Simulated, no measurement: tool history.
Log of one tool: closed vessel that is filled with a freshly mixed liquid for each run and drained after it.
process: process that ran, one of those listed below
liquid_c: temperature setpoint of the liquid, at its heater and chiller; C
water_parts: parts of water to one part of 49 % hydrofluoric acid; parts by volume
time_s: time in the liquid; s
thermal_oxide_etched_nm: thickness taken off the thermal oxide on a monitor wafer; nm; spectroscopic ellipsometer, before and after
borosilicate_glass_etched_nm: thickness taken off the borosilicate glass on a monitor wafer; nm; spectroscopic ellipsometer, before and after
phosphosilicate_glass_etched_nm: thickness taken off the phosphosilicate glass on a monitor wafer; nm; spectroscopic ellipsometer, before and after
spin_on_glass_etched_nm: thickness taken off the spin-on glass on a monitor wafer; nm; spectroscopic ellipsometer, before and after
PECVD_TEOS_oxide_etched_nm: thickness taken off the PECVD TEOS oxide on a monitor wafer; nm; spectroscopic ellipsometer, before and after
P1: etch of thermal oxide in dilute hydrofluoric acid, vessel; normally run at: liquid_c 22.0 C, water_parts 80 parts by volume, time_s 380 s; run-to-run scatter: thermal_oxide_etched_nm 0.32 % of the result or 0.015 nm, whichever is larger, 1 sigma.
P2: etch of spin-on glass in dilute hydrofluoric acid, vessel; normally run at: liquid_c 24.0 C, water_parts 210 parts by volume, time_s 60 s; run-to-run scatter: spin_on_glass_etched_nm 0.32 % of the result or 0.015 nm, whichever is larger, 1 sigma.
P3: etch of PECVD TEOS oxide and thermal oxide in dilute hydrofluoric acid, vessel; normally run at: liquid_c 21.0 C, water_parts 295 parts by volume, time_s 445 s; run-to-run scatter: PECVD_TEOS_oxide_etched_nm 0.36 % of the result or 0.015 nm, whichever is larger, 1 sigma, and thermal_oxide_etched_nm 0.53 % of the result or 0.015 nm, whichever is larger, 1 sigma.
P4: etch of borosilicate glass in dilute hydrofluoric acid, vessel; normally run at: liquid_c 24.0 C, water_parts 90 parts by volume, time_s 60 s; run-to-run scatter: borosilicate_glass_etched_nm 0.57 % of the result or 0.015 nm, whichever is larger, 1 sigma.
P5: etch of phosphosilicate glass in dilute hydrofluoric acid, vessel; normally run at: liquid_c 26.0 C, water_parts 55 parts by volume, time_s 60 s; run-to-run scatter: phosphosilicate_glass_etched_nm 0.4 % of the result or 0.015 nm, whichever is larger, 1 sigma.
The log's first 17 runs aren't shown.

run	hour	process	liquid_c	water_parts	time_s	hours since the thermometer was replaced	hours since the hydrofluoric acid flow meter was replaced	thermal_oxide_etched_nm	borosilicate_glass_etched_nm	phosphosilicate_glass_etched_nm	spin_on_glass_etched_nm	PECVD_TEOS_oxide_etched_nm
18	237.4	P2	20.0	210	60	800.9	773.6				15.029	
19	249.9	P2	24.0	210	60	813.4	786.1				17.476	
20	260.2	P1	17.0	80	380	823.7	796.4	16.8050				
21	272.6	P3	26.5	295	445	836.1	808.8	6.0669				17.8290
# hour 283.9: hydrofluoric acid flow meter replaced
22	284.4	P1	22.0	80	40	847.9	0.5	2.1680				
23	297.0	P1	22.0	80	380	860.5	13.1	20.5600				
24	314.6	P3	21.0	545	445	878.1	30.7	2.1903				6.4296
25	322.6	P5	26.0	20	60	886.1	38.7			233.470		
26	332.6	P1	22.0	125	380	896.1	48.7	12.4520				
27	350.3	P2	24.0	210	30	913.8	66.4				8.664	
28	364.3	P3	21.0	295	130	927.8	80.4	1.4716				4.2820

The next listed run, before its measurement:
29	379.7	P1	22.0	25	380	943.2	95.8	?				

Run 29 gave thermal_oxide_etched_nm 70.7650 nm.

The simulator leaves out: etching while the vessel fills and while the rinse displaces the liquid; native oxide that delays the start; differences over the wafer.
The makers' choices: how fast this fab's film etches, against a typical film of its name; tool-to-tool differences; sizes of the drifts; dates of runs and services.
